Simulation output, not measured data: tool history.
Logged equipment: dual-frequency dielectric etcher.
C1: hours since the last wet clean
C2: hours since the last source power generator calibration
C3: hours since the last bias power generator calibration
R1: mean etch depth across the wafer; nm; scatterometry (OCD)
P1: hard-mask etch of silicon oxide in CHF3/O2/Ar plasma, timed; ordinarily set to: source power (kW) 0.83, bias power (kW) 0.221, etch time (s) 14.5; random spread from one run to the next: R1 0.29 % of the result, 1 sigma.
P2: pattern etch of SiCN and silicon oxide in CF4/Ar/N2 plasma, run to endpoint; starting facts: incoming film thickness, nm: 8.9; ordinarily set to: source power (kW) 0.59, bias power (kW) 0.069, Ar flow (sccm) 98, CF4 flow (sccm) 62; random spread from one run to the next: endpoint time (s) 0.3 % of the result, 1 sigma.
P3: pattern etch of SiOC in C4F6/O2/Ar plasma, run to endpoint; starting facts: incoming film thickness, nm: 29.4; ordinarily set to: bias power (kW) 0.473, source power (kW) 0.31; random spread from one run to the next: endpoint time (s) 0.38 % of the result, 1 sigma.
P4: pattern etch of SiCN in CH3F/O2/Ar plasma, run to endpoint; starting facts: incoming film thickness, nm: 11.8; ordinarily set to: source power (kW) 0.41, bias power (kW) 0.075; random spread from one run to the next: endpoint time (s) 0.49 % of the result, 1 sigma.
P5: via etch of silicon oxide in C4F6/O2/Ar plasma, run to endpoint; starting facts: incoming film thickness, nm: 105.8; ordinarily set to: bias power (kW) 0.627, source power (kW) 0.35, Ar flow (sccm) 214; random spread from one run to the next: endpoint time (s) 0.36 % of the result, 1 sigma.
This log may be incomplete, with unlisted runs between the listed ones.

Run 1, hour 17.1: process that ran P1, source power (kW) 0.83, bias power (kW) 0.221, etch time (s) 14.5; C1 295; C2 2827.1; C3 1013. Result: R1 33.983 nm.
Run 2, hour 31.7: process that ran P1, source power (kW) 1.15, bias power (kW) 0.221, etch time (s) 14.5; C1 309.6; C2 2841.7; C3 1027.6. Result: R1 38.529 nm.
Run 3, hour 41.1: process that ran P5, source power (kW) 0.35, bias power (kW) 0.772, Ar flow (sccm) 214; C1 319; C2 2851.1; C3 1037. Result: endpoint time (s) 19.93.
Run 4, hour 51.2: process that ran P1, source power (kW) 0.83, bias power (kW) 0.221, etch time (s) 10; C1 329.1; C2 2861.2; C3 1047.1. Result: R1 23.334 nm.
Run 5, hour 63.1: process that ran P4, source power (kW) 0.41, bias power (kW) 0.075; C1 341; C2 2873.1; C3 1059. Result: endpoint time (s) 29.955.
Run 6, hour 76.5: process that ran P1, source power (kW) 0.83, bias power (kW) 0.221, etch time (s) 14.5; C1 354.4; C2 2886.5; C3 1072.4. Result: R1 33.965 nm.
Run 7, hour 91.4: process that ran P1, source power (kW) 0.83, bias power (kW) 0.221, etch time (s) 14.5; C1 369.3; C2 2901.4; C3 1087.3. Result: R1 33.759 nm.
Run 8, hour 100: process that ran P2, source power (kW) 0.59, bias power (kW) 0.069, Ar flow (sccm) 98, CF4 flow (sccm) 62; C1 377.9; C2 2910; C3 1095.9. Result: endpoint time (s) 8.7195.
Run 9, hour 117.1: process that ran P1, source power (kW) 0.83, bias power (kW) 0.221, etch time (s) 19.5; C1 395; C2 2927.1; C3 1113. Result: R1 45.552 nm.
Run 10, hour 131.8: process that ran P4, source power (kW) 0.41, bias power (kW) 0.075; C1 409.7; C2 2941.8; C3 1127.7. Result: endpoint time (s) 30.214.
Run 11, hour 146.8: process that ran P3, source power (kW) 0.31, bias power (kW) 0.312; C1 424.7; C2 2956.8; C3 1142.7. Result: endpoint time (s) 12.726.
Run 12, hour 159.3: process that ran P2, source power (kW) 0.59, bias power (kW) 0.069, Ar flow (sccm) 98, CF4 flow (sccm) 46; C1 437.2; C2 2969.3; C3 1155.2. Result: endpoint time (s) 9.1498.
Run 13, hour 169.7: process that ran P5, source power (kW) 0.35, bias power (kW) 0.627, Ar flow (sccm) 132; C1 447.6; C2 2979.7; C3 1165.6. Result: endpoint time (s) 20.608.
Run 14, hour 185.7: process that ran P4, source power (kW) 0.41, bias power (kW) 0.045; C1 463.6; C2 2995.7; C3 1181.6. Result: endpoint time (s) 35.72.
Run 15, hour 202.6: process that ran P2, source power (kW) 0.59, bias power (kW) 0.042, Ar flow (sccm) 98, CF4 flow (sccm) 62; C1 480.5; C2 3012.6; C3 1198.5. Result: endpoint time (s) 10.178.
Run 16, hour 221.3: process that ran P1, source power (kW) 0.65, bias power (kW) 0.221, etch time (s) 14.5; C1 499.2; C2 3031.3; C3 1217.2. Result: R1 30.949 nm.
At hour 225: wet clean of the chamber.
Run 17, hour 237: process that ran P1, source power (kW) 0.83, bias power (kW) 0.221, etch time (s) 14.5; C1 12; C2 3047; C3 1232.9. Result: R1 33.938 nm.
Run 18, hour 254: process that ran P4, source power (kW) 0.33, bias power (kW) 0.075; C1 29; C2 3064; C3 1249.9. Result: endpoint time (s) 32.68.
Run 19, hour 270.1: process that ran P3, source power (kW) 0.31, bias power (kW) 0.473; C1 45.1; C2 3080.1; C3 1266. Result: endpoint time (s) 10.927.
Run 20, hour 279.1: process that ran P3, source power (kW) 0.18, bias power (kW) 0.473; C1 54.1; C2 3089.1; C3 1275. Result: endpoint time (s) 13.359.
Run 21, hour 290: process that ran P1, source power (kW) 0.83, bias power (kW) 0.307, etch time (s) 14.5; C1 65; C2 3100; C3 1285.9. Result: R1 38.256 nm.
Run 22, hour 301.1: process that ran P1, source power (kW) 0.52, bias power (kW) 0.221, etch time (s) 11.5; C1 76.1; C2 3111.1; C3 1297. Result: R1 22.413 nm.
Run 23, hour 315: process that ran P1, source power (kW) 0.83, bias power (kW) 0.221, etch time (s) 14.5; C1 90; C2 3125; C3 1310.9. Result: R1 33.908 nm.
Run 24, hour 332.9: process that ran P2, source power (kW) 0.59, bias power (kW) 0.069, Ar flow (sccm) 58, CF4 flow (sccm) 62; C1 107.9; C2 3142.9; C3 1328.8. Result: endpoint time (s) 8.0191.
Run 25, hour 343.5: process that ran P1, source power (kW) 0.99, bias power (kW) 0.156, etch time (s) 14.5; C1 118.5; C2 3153.5; C3 1339.4. Result: R1 32.335 nm.
Run 26, hour 356.9: process that ran P5, source power (kW) 0.46, bias power (kW) 0.627, Ar flow (sccm) 214; C1 131.9; C2 3166.9; C3 1352.8. Result: endpoint time (s) 19.421.
Run 27, hour 375: process that ran P5, source power (kW) 0.35, bias power (kW) 0.627, Ar flow (sccm) 214; C1 150; C2 3185; C3 1370.9. Result: endpoint time (s) 21.642.
Run 28, hour 391.5: process that ran P2, source power (kW) 0.74, bias power (kW) 0.069, Ar flow (sccm) 98, CF4 flow (sccm) 62; C1 166.5; C2 3201.5; C3 1387.4. Result: endpoint time (s) 7.0952.
Run 29, hour 409.9: process that ran P5, source power (kW) 0.35, bias power (kW) 0.627, Ar flow (sccm) 214; C1 184.9; C2 3219.9; C3 1405.8. Result: endpoint time (s) 21.719.
Run 30, hour 427: process that ran P1, source power (kW) 0.83, bias power (kW) 0.146, etch time (s) 14.5; C1 202; C2 3237; C3 1422.9. Result: R1 29.592 nm.
Run 31, hour 437: process that ran P1, source power (kW) 0.83, bias power (kW) 0.221, etch time (s) 14.5; C1 212; C2 3247; C3 1432.9. Result: R1 33.905 nm.
Run 32, hour 454.6: process that ran P1, source power (kW) 0.83, bias power (kW) 0.221, etch time (s) 14.5; C1 229.6; C2 3264.6; C3 1450.5. Result: R1 34.18 nm.
Run 33, hour 472.1: process that ran P1, source power (kW) 0.83, bias power (kW) 0.221, etch time (s) 14.5; C1 247.1; C2 3282.1; C3 1468. Result: R1 34.348 nm.
Run 34, hour 481.2: process that ran P1, source power (kW) 0.83, bias power (kW) 0.221, etch time (s) 14.5; C1 256.2; C2 3291.2; C3 1477.1. Result: R1 34.193 nm.
Run 35, hour 492.4: process that ran P1, source power (kW) 0.83, bias power (kW) 0.221, etch time (s) 14.5; C1 267.4; C2 3302.4; C3 1488.3. Result: R1 34.39 nm.
At hour 501.4: wet clean of the chamber.
Run 36, hour 502.7: process that ran P1, source power (kW) 0.83, bias power (kW) 0.221, etch time (s) 14.5; C1 1.4; C2 3312.7; C3 1498.6. Result: R1 34.183 nm.
Run 37, hour 520.6: process that ran P1, source power (kW) 0.83, bias power (kW) 0.221, etch time (s) 14.5; C1 19.3; C2 3330.6; C3 1516.5. Result: R1 34.158 nm.
Run 38, hour 534.6: process that ran P1, source power (kW) 0.83, bias power (kW) 0.221, etch time (s) 14.5; C1 33.3; C2 3344.6; C3 1530.5. Result: R1 34.331 nm.
Run 39, hour 543.8: process that ran P1, source power (kW) 0.83, bias power (kW) 0.221, etch time (s) 14.5; C1 42.5; C2 3353.8; C3 1539.7. Result: R1 34.344 nm.
Run 40, hour 553.6: process that ran P1, source power (kW) 0.83, bias power (kW) 0.221, etch time (s) 14.5; C1 52.3; C2 3363.6; C3 1549.5. Result: R1 34.2 nm.
Run 41, hour 570.5: process that ran P1, source power (kW) 0.83, bias power (kW) 0.221, etch time (s) 14.5; C1 69.2; C2 3380.5; C3 1566.4. Result: R1 34.199 nm.
Run 42, hour 581.9: process that ran P1, source power (kW) 0.83, bias power (kW) 0.221, etch time (s) 14.5; C1 80.6; C2 3391.9; C3 1577.8. Result: R1 34.409 nm.

Something has made what P1 gives creep away from where it was; the 2 causes below, each at its own stated size, fit the log equally well:
A: bias power that arrives over what is set, % = 4.27
B: source power that arrives over what is set, % = 3.84
The process output started creeping at around hour 437.
The rest of the possible causes, and what rules out each one:
chamber walls in a state that raises the etch rate, %: serviced at hour 501.4, which brought nothing back

Of the 4 check runs below, each run on 2 wafers with the results averaged and each result still a question mark, which one would tell the listed causes apart?
Run check 1, hour 593.3: process that ran P5, source power (kW) 0.35, bias power (kW) 0.627, Ar flow (sccm) 155. Result: endpoint time (s) ?.
Run check 2, hour 593.3: process that ran P2, source power (kW) 0.59, bias power (kW) 0.069, Ar flow (sccm) 67, CF4 flow (sccm) 62. Result: endpoint time (s) ?.
Run check 3, hour 593.3: process that ran P4, source power (kW) 0.41, bias power (kW) 0.045. Result: endpoint time (s) ?.
Run check 4, hour 593.3: process that ran P3, source power (kW) 0.2, bias power (kW) 0.37. Result: endpoint time (s) ?.

What every check run would give for each of its results, assuming each possible cause in turn:
  check             result    if A    if B
check 1  endpoint time (s)  20.522  20.574
check 2  endpoint time (s)  8.0878  7.9247
check 3  endpoint time (s)  35.337  35.285
check 4  endpoint time (s)  13.813  13.835
How far apart the two closest causes lie, in the result that separates them most: check 1 0.25 %; check 2 2.04 %; check 3 0.15 %; check 4 0.16 %
Only check 2 tells the causes apart: in the others they would give nearly the same result.

Check 2 has now been run. It gave: endpoint time (s) 8.094. Which of the candidate causes is it?

The correct cause is A, namely: bias power that arrives over what is set, %.
